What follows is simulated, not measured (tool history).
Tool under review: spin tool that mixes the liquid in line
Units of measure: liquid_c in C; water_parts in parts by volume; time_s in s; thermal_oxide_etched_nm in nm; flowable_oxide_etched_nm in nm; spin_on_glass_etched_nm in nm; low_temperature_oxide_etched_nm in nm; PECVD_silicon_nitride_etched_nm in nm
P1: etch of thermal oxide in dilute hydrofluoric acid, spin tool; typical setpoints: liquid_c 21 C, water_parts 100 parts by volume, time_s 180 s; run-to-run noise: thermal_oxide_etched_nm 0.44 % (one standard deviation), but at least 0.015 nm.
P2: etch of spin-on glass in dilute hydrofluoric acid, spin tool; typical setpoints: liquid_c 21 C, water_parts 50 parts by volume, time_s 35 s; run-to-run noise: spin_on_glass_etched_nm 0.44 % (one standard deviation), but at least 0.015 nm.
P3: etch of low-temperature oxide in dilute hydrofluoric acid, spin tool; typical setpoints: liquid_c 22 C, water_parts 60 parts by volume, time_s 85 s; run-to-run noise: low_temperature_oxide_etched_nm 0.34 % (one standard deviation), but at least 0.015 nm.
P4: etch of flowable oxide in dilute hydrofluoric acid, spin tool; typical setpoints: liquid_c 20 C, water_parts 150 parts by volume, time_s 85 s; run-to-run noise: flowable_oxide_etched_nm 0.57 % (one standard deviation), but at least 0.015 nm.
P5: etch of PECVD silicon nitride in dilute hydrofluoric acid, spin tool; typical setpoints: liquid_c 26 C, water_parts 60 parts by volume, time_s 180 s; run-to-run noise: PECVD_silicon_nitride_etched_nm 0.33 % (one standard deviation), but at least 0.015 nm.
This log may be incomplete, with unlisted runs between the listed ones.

run,day,process,liquid_c,water_parts,time_s,hours since the thermometer was replaced,hours since the hydrofluoric acid flow meter was replaced,thermal_oxide_etched_nm,flowable_oxide_etched_nm,spin_on_glass_etched_nm,low_temperature_oxide_etched_nm,PECVD_silicon_nitride_etched_nm
1,0.258,P1,21,100,180,896.6,996.5,8.0196,,,,
2,0.629,P1,21,45,15,905.5,1005.4,1.5772,,,,
3,0.829,P4,20,150,20,910.3,1010.2,,4.9189,,,
4,1.258,P2,17,50,35,920.6,1020.5,,,13.081,,
5,1.512,P3,22,60,165,926.7,1026.6,,,,95.153,
6,1.733,P1,21,100,70,932,1031.9,3.1028,,,,
7,2.004,P3,22,60,85,938.5,1038.4,,,,49.053,
8,2.229,P4,20,45,85,943.9,1043.8,,78.712,,,
9,2.629,P2,21,50,35,953.5,1053.4,,,15.528,,
10,2.962,P1,21,100,180,961.5,1061.4,7.9619,,,,
11,3.225,P3,18,60,85,967.8,1067.7,,,,41.469,
12,3.496,P4,20,150,85,974.3,1074.2,,20.862,,,
13,3.688,P5,26,60,180,978.9,1078.8,,,,,11.373
14,3.883,P4,17,150,85,983.6,1083.5,,18.472,,,
15,4.25,P2,21,30,35,992.4,1092.3,,,26.517,,
16,4.662,P1,21,140,180,1002.3,1102.2,5.4574,,,,
17,5.042,P3,22,90,85,1011.4,1111.3,,,,31.293,
18,5.329,P1,17,100,180,1018.3,1118.2,6.774,,,,
19,5.704,P1,21,45,180,1027.3,1127.2,18.897,,,,
20,5.954,P1,27.5,100,180,1033.3,1133.2,10.298,,,,
21,6.233,P5,26,60,50,1040,1139.9,,,,,3.1518
22,6.608,P2,21,50,60,1049,1148.9,,,26.678,,
23,6.883,P2,21,50,35,1055.6,1155.5,,,15.443,,
24,7.208,P5,18,60,180,1063.4,1163.3,,,,,6.5757
25,7.596,P1,21,100,180,1072.7,1172.6,7.929,,,,
26,8.021,P1,21,100,360,1082.9,1182.8,15.903,,,,
# day 8.358: hydrofluoric acid flow meter replaced
27,8.429,P1,21,100,180,1092.7,1.8,7.8721,,,,
28,8.738,P5,26,30,180,1100.1,9.2,,,,,22.428
29,9.129,P1,17,100,100,1109.5,18.6,3.7809,,,,
30,9.321,P1,21,100,180,1114.1,23.2,7.9422,,,,
31,9.6,P1,21,100,180,1120.8,29.9,7.9707,,,,
32,9.812,P1,21,100,180,1125.9,35,8.1568,,,,
33,10.079,P1,21,100,180,1132.3,41.4,8.2205,,,,
34,10.379,P1,21,100,180,1139.5,48.6,8.3671,,,,
35,10.8,P1,21,100,180,1149.6,58.7,8.5122,,,,
36,11.112,P1,21,100,180,1157.1,66.2,8.5988,,,,
37,11.517,P1,21,100,180,1166.8,75.9,8.6685,,,,
38,11.729,P1,21,100,180,1171.9,81,8.6248,,,,
39,12.158,P1,21,100,180,1182.2,91.3,8.6702,,,,
40,12.596,P1,21,100,180,1192.7,101.8,8.6524,,,,

Something has made what P1 gives creep away from where it was; the 2 causes below, each at its own stated size, fit the log equally well:
A: hydrofluoric acid flow above the setpoint (%) = 8.35
B: liquid hotter than its thermometer reads (K) = 2.21
Onset of the creep was near day 9.6.

4 check runs are offered, one wafer each, their results left as question marks. Which one tells the causes apart?
check 1,13.033,P4,20,150,85,,,,?,,,
check 2,13.033,P3,22,60,85,,,,,,?,
check 3,13.033,P5,26,60,180,,,,,,,?
check 4,13.033,P2,21,50,35,,,,,?,,

What each check would give under each cause:
check,result,if A,if B
check 1,flowable_oxide_etched_nm,23.023,22.9
check 2,low_temperature_oxide_etched_nm,53.446,53.713
check 3,PECVD_silicon_nitride_etched_nm,12.335,13.175
check 4,spin_on_glass_etched_nm,16.856,16.982
Gap, in per cent, between the two causes that each check separates least, read from the result that separates them most: check 1 0.53 %; check 2 0.5 %; check 3 6.6 %; check 4 0.74 %
Check 3 distinguishes between the causes, while the remaining checks would return nearly the same result for all of them.

The results of check 3 are: PECVD_silicon_nitride_etched_nm 13.166 nm. Based on these, which of the listed causes is it?

Of the candidate causes, it is B: liquid hotter than its thermometer reads (K).

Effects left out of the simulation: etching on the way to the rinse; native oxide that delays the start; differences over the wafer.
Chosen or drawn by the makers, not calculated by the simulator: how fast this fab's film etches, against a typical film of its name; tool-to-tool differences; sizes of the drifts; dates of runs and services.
